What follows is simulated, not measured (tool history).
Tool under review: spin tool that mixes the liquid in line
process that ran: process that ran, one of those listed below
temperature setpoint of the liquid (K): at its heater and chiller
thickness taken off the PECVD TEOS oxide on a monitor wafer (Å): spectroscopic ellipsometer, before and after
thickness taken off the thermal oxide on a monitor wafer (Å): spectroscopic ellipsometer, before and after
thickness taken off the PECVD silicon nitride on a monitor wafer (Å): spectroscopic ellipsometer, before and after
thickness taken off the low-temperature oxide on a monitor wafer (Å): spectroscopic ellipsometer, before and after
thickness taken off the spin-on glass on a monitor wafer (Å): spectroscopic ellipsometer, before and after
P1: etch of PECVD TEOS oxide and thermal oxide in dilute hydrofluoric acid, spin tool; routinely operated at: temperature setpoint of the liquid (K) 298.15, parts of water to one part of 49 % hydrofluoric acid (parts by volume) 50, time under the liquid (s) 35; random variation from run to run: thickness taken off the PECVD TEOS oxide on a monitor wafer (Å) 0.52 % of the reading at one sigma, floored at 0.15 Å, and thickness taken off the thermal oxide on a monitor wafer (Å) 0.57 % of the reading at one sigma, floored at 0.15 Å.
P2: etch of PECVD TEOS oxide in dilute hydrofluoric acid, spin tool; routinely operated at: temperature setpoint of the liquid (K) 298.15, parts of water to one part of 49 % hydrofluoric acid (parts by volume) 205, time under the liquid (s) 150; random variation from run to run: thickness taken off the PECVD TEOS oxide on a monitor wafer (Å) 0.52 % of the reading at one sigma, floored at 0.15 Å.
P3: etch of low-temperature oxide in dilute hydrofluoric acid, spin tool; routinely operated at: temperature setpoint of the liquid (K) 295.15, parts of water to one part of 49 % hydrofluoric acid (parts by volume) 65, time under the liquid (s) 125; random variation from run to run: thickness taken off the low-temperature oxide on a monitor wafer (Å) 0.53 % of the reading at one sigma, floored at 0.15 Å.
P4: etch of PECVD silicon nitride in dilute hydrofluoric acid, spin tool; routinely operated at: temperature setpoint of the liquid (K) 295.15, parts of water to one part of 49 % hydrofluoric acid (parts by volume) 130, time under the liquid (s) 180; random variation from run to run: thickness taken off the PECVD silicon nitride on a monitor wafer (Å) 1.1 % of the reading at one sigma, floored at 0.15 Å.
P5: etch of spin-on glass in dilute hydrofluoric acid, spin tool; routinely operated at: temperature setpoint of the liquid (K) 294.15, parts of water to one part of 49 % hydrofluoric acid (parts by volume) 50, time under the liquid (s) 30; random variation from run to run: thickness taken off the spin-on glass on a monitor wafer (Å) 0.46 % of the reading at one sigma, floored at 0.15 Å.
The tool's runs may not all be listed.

run    day  process that ran  temperature setpoint of the liquid (K)  parts of water to one part of 49 % hydrofluoric acid (parts by volume)  time under the liquid (s)  hours since the thermometer was replaced  hours since the hydrofluoric acid flow meter was replaced  thickness taken off the PECVD TEOS oxide on a monitor wafer (Å)  thickness taken off the thermal oxide on a monitor wafer (Å)  thickness taken off the PECVD silicon nitride on a monitor wafer (Å)  thickness taken off the low-temperature oxide on a monitor wafer (Å)  thickness taken off the spin-on glass on a monitor wafer (Å)
  1  0.225                P1                                  298.15                                                                      50                         35                                       551                                                      852.1                                                           223.11                                                        37.775
  2  0.412                P4                                  295.15                                                                     180                        180                                     555.5                                                      856.6                                                                                                                                                                                               17.472
  3  0.621                P2                                  306.15                                                                     205                        150                                     560.5                                                      861.6                                                           104.11
  4  0.833                P3                                  290.15                                                                      65                        125                                     565.6                                                      866.7                                                                                                                                                                                                                                                                     213.05
  5  0.979                P2                                  298.15                                                                     205                         80                                     569.1                                                      870.2                                                           41.615
  6  1.133                P1                                  298.15                                                                      50                         35                                     572.8                                                      873.9                                                           222.04                                                        37.743
  7  1.292                P3                                  295.15                                                                      65                        125                                     576.6                                                      877.7                                                                                                                                                                                                                                                                     262.83
  8  1.488                P2                                  298.15                                                                     205                        150                                     581.3                                                      882.4                                                           78.939
  9  1.596                P1                                  298.15                                                                      50                         50                                     583.9                                                        885                                                           320.57                                                        53.805
 10  1.792                P1                                  305.65                                                                      75                         35                                     588.6                                                      889.7                                                           192.39                                                        33.055
 11  1.904                P4                                  295.15                                                                     130                         20                                     591.3                                                      892.4                                                                                                                                                                                               2.9578
 12  2.129                P3                                  295.15                                                                      65                         25                                     596.7                                                      897.8                                                                                                                                                                                                                                                                     53.492
     2.179  -- hydrofluoric acid flow meter replaced
 13  2.229                P3                                  295.15                                                                     100                        125                                     599.1                                                        1.2                                                                                                                                                                                                                                                                     165.11
 14  2.358                P1                                  298.15                                                                      50                         35                                     602.2                                                        4.3                                                           224.55                                                        37.724
 15  2.458                P5                                  290.15                                                                      50                         30                                     604.6                                                        6.7                                                                                                                                                                                                                                                                                                                                   181.95
 16  2.592                P4                                  290.15                                                                     130                        180                                     607.8                                                        9.9                                                                                                                                                                                               17.637
 17    2.7                P4                                  295.15                                                                     130                        180                                     610.4                                                       12.5                                                                                                                                                                                                 24.6
 18  2.808                P2                                  298.15                                                                     205                        150                                       613                                                       15.1                                                           77.489
 19  2.946                P5                                  294.15                                                                      50                         15                                     616.3                                                       18.4                                                                                                                                                                                                                                                                                                                                   108.73
 20  3.054                P5                                  294.15                                                                      30                         30                                     618.9                                                         21                                                                                                                                                                                                                                                                                                                                   368.34
 21  3.196                P1                                  294.65                                                                      50                         20                                     622.3                                                       24.4                                                           110.43                                                        18.888
 22  3.375                P1                                  302.15                                                                      50                         35                                     626.6                                                       28.7                                                           262.76                                                        44.355
 23  3.529                P1                                  298.15                                                                      75                         35                                     630.3                                                       32.4                                                           145.46                                                         24.95
 24  3.712                P5                                  294.15                                                                      50                         30                                     634.7                                                       36.8                                                                                                                                                                                                                                                                                                                                    215.1
 25  3.821                P1                                  293.15                                                                      50                         35                                     637.3                                                       39.4                                                           181.97                                                        30.704
 26  3.921                P2                                  298.15                                                                      90                        150                                     639.7                                                       41.8                                                           203.62
 27  4.096                P1                                  298.15                                                                      20                         35                                     643.9                                                         46                                                           578.82                                                        98.962
 28  4.296                P1                                  298.15                                                                      50                         15                                     648.7                                                       50.8                                                           96.309                                                        16.139
 29  4.421                P1                                  294.15                                                                      65                         35                                     651.7                                                       53.8                                                              144                                                        23.889
 30  4.575                P4                                  295.15                                                                     130                        180                                     655.4                                                       57.5                                                                                                                                                                                               24.244
 31  4.671                P1                                  298.15                                                                      50                         35                                     657.7                                                       59.8                                                           223.35                                                        38.116
 32  4.838                P3                                  295.15                                                                      65                        125                                     661.7                                                       63.8                                                                                                                                                                                                                                                                      263.5
 33  5.046                P1                                  298.15                                                                      50                         35                                     666.7                                                       68.8                                                           222.36                                                        38.318
 34  5.229                P1                                  298.15                                                                      50                         35                                     671.1                                                       73.2                                                           216.14                                                        35.962
 35  5.375                P1                                  298.15                                                                      50                         35                                     674.6                                                       76.7                                                           209.39                                                        35.475
 36  5.525                P1                                  298.15                                                                      50                         35                                     678.2                                                       80.3                                                           207.76                                                         35.06
 37  5.646                P1                                  298.15                                                                      50                         35                                     681.1                                                       83.2                                                           206.39                                                        35.081
 38  5.821                P1                                  298.15                                                                      50                         35                                     685.3                                                       87.4                                                           205.38                                                         33.87
 39  5.933                P1                                  298.15                                                                      50                         35                                       688                                                       90.1                                                           204.32                                                        34.987
 40  6.158                P1                                  298.15                                                                      50                         35                                     693.4                                                       95.5                                                           203.64                                                        34.536
 41  6.325                P1                                  298.15                                                                      50                         35                                     697.4                                                       99.5                                                           202.78                                                        34.294

What P1 gives has crept away from where it was. These 2 causes fit the log equally well, each at the size given:
A: liquid colder than its thermometer reads (K) = 2.45
B: hydrofluoric acid flow below the setpoint (%) = 8.97
The onset of the drift is placed at about day 5.046.

Of the 4 check runs below, each run on 2 wafers with the results averaged and each result still a question mark, which one would tell the listed causes apart?
check 1  6.492                P5                                  294.15                                                                      50                         15                                                                                                                                                                                                                                                                                                                                                                                                                                             ?
check 2  6.492                P4                                  290.15                                                                     130                        180                                                                                                                                                                                                                                                                                                         ?
check 3  6.492                P3                                  295.15                                                                      95                         55                                                                                                                                                                                                                                                                                                                                                                               ?
check 4  6.492                P2                                  298.15                                                                      95                        150                                                                                                                                                                     ?

Check results expected under each cause:
  check                                                                result    if A    if B
check 1          thickness taken off the spin-on glass on a monitor wafer (Å)  96.994  97.398
check 2  thickness taken off the PECVD silicon nitride on a monitor wafer (Å)  14.707  15.935
check 3  thickness taken off the low-temperature oxide on a monitor wafer (Å)  69.237  68.914
check 4       thickness taken off the PECVD TEOS oxide on a monitor wafer (Å)  174.72  173.31
Distance between the nearest two causes, measured in the result of the check that separates them most: check 1 0.42 %; check 2 8.02 %; check 3 0.47 %; check 4 0.81 %
Only check 2 tells the causes apart: in the others they would give nearly the same result.

Check 2 was then run and gave: thickness taken off the PECVD silicon nitride on a monitor wafer (Å) 15.939. Which cause is it?

It is B: hydrofluoric acid flow below the setpoint (%).

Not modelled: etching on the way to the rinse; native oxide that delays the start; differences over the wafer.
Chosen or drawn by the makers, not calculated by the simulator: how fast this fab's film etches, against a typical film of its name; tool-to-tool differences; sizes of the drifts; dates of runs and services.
